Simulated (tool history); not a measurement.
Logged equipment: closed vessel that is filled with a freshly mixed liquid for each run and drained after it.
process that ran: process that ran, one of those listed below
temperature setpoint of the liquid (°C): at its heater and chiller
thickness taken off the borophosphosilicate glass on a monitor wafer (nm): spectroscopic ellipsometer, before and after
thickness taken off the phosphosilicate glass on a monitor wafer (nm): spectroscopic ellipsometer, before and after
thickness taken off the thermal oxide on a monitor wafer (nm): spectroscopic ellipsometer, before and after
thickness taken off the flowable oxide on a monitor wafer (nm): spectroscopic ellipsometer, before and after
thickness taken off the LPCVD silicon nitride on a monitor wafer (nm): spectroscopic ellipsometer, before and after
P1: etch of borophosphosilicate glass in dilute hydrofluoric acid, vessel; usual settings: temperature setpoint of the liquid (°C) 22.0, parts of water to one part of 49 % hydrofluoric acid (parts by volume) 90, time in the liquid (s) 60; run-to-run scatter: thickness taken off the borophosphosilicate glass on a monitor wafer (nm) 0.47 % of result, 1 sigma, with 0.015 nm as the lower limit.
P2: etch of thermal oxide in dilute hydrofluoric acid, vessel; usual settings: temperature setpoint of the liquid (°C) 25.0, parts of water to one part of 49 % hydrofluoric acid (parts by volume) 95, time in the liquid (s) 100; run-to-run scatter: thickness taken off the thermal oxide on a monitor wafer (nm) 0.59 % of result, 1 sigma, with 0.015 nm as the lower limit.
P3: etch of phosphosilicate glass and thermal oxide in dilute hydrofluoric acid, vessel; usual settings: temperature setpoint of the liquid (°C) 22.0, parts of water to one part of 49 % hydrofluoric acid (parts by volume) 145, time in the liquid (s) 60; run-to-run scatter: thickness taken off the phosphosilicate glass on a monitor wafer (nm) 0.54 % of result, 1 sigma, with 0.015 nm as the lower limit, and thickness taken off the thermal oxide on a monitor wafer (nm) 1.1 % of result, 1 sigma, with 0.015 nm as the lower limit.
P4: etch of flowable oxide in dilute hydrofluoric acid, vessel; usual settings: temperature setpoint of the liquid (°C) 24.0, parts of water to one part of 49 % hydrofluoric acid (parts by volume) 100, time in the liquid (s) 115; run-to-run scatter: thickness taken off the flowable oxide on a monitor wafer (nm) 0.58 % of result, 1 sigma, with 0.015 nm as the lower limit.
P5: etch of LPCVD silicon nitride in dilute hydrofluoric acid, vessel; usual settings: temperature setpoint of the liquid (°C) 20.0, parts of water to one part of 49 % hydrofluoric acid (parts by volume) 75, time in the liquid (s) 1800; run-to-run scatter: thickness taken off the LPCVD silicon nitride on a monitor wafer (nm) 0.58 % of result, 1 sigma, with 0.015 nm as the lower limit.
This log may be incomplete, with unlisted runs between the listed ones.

run     day  process that ran  temperature setpoint of the liquid (°C)  parts of water to one part of 49 % hydrofluoric acid (parts by volume)  time in the liquid (s)  hours since the thermometer was replaced  hours since the hydrofluoric acid flow meter was replaced  thickness taken off the borophosphosilicate glass on a monitor wafer (nm)  thickness taken off the phosphosilicate glass on a monitor wafer (nm)  thickness taken off the thermal oxide on a monitor wafer (nm)  thickness taken off the flowable oxide on a monitor wafer (nm)  thickness taken off the LPCVD silicon nitride on a monitor wafer (nm)
  1   0.562                P1                                     22.0                                                                      90                      60                                     486.3                                                      759.9                                                                     42.052
  2   1.246                P3                                     22.0                                                                     145                      30                                     502.7                                                      776.3                                                                                                                                            34.205                                                        0.91514
  3   1.679                P4                                     24.0                                                                     100                     200                                     513.1                                                      786.7                                                                                                                                                                                                                                                                           63.337
  4   2.383                P1                                     22.0                                                                      90                      60                                     530.0                                                      803.6                                                                     42.021
  5   2.933                P1                                     17.0                                                                      90                      60                                     543.2                                                      816.8                                                                     34.027
  6   3.292                P5                                     20.0                                                                      75                     400                                     551.8                                                      825.4                                                                                                                                                                                                                                                                                                                                                  2.1856
  7   4.054                P5                                     20.0                                                                      45                    1800                                     570.1                                                      843.7                                                                                                                                                                                                                                                                                                                                                 15.9890
  8   4.650                P5                                     20.0                                                                      75                    1800                                     584.4                                                      858.0                                                                                                                                                                                                                                                                                                                                                  9.7053
  9   5.054                P1                                     22.0                                                                      30                     100                                     594.1                                                      867.7                                                                    224.600
 10   5.521                P1                                     22.0                                                                      90                      30                                     605.3                                                      878.9                                                                     20.880
 11   6.258                P3                                     22.0                                                                     240                      60                                     623.0                                                      896.6                                                                                                                                            37.668                                                        1.01870
 12   6.929                P1                                     22.0                                                                     145                      60                                     639.1                                                      912.7                                                                     24.249
 13   7.404                P3                                     22.0                                                                     145                      60                                     650.5                                                      924.1                                                                                                                                            68.695                                                        1.83860
 14   7.975                P4                                     24.0                                                                     180                     115                                     664.2                                                      937.8                                                                                                                                                                                                                                                                           18.340
 15   8.388                P1                                     25.5                                                                      90                      60                                     674.1                                                      947.7                                                                     48.005
 16   8.929                P2                                     25.0                                                                      95                     100                                     687.1                                                      960.7                                                                                                                                                                                                          5.22240
 17   9.400                P2                                     25.0                                                                      95                     100                                     698.4                                                      972.0                                                                                                                                                                                                          5.26250
 18   9.829                P2                                     25.0                                                                      50                     100                                     708.7                                                      982.3                                                                                                                                                                                                         10.64100
 19  10.488                P1                                     22.0                                                                      90                      60                                     724.5                                                      998.1                                                                     41.798
 20  11.146                P1                                     22.0                                                                      90                     105                                     740.3                                                     1013.9                                                                     73.531
 21  11.488                P3                                     17.0                                                                     145                      60                                     748.5                                                     1022.1                                                                                                                                            55.956                                                        1.48520
 22  11.933                P2                                     25.0                                                                      95                     165                                     759.2                                                     1032.8                                                                                                                                                                                                          8.68420
 23  12.475                P4                                     18.5                                                                     100                     115                                     772.2                                                     1045.8                                                                                                                                                                                                                                                                           28.871
 24  13.158                P1                                     22.0                                                                      90                      60                                     788.6                                                     1062.2                                                                     41.795
 25  13.738                P1                                     22.0                                                                      90                      60                                     802.5                                                     1076.1                                                                     41.638
 26  14.321                P1                                     28.0                                                                      30                      60                                     816.5                                                     1090.1                                                                    173.800
 27  14.812                P5                                     17.0                                                                      75                    1800                                     828.3                                                     1101.9                                                                                                                                                                                                                                                                                                                                                  7.9162
 28  15.492                P1                                     22.0                                                                      90                      60                                     844.6                                                     1118.2                                                                     42.029
 29  16.246                P2                                     32.0                                                                      95                     100                                     862.7                                                     1136.3                                                                                                                                                                                                          6.86710
     16.658  -- thermometer replaced
 30  16.921                P1                                     17.0                                                                     130                      60                                       6.3                                                     1152.5                                                                     22.563
 31  17.642                P1                                     22.0                                                                      50                      60                                      23.6                                                     1169.8                                                                     79.051
 32  18.267                P4                                     24.0                                                                     100                     115                                      38.6                                                     1184.8                                                                                                                                                                                                                                                                           36.536
 33  18.783                P1                                     22.0                                                                      90                      60                                      51.0                                                     1197.2                                                                     42.112
 34  19.171                P1                                     22.0                                                                      90                      60                                      60.3                                                     1206.5                                                                     42.803
 35  19.588                P1                                     22.0                                                                      90                      60                                      70.3                                                     1216.5                                                                     43.025
 36  20.154                P1                                     22.0                                                                      90                      60                                      83.9                                                     1230.1                                                                     44.428
 37  20.796                P1                                     22.0                                                                      90                      60                                      99.3                                                     1245.5                                                                     44.609
 38  21.383                P1                                     22.0                                                                      90                      60                                     113.4                                                     1259.6                                                                     45.239
 39  22.058                P1                                     22.0                                                                      90                      60                                     129.6                                                     1275.8                                                                     45.724
 40  22.454                P1                                     22.0                                                                      90                      60                                     139.1                                                     1285.3                                                                     45.421
 41  23.096                P1                                     22.0                                                                      90                      60                                     154.5                                                     1300.7                                                                     45.943
 42  23.617                P1                                     22.0                                                                      90                      60                                     167.0                                                     1313.2                                                                     45.208
 43  24.108                P1                                     22.0                                                                      90                      60                                     178.8                                                     1325.0                                                                     45.732

What P1 gives has crept away from where it was. These 2 causes fit the log equally well, each at the size given:
A: liquid hotter than its thermometer reads (K) = 2.22
B: hydrofluoric acid flow above the setpoint (%) = 8.4
Creep in the process output first set in at about day 18.783.

The check runs listed below each take one wafer, and their results are still question marks. Under which run would the listed causes lead to clearly different results?
check 1  24.600                P3                                     22.0                                                                     145                      60                                                                                                                                                                                                                                                      ?                                                              ?
check 2  24.600                P5                                     20.0                                                                      75                    1800                                                                                                                                                                                                                                                                                                                                                                                                                                                            ?
check 3  24.600                P2                                     25.0                                                                      95                     100                                                                                                                                                                                                                                                                                                                     ?
check 4  24.600                P4                                     24.0                                                                     100                     115                                                                                                                                                                                                                                                                                                                                                                                     ?

If the cause were each of the candidates in turn, the checks would give the following:
  check                                                                 result     if A     if B
check 1  thickness taken off the phosphosilicate glass on a monitor wafer (nm)   74.843   75.383
check 1          thickness taken off the thermal oxide on a monitor wafer (nm)  2.03480  2.04950
check 2  thickness taken off the LPCVD silicon nitride on a monitor wafer (nm)  11.3070  10.5150
check 3          thickness taken off the thermal oxide on a monitor wafer (nm)  5.72530  5.74490
check 4         thickness taken off the flowable oxide on a monitor wafer (nm)   39.671   39.798
Per-check spread between the two closest causes, in the result where they differ most: check 1 0.72 %; check 2 7.27 %; check 3 0.34 %; check 4 0.32 %
Only in check 2 would the causes give clearly different results; in the remaining checks their results would be nearly the same.

Running check 2 produced the following: thickness taken off the LPCVD silicon nitride on a monitor wafer (nm) 11.2580. Which one of the listed causes fits?

The cause is A: liquid hotter than its thermometer reads (K).

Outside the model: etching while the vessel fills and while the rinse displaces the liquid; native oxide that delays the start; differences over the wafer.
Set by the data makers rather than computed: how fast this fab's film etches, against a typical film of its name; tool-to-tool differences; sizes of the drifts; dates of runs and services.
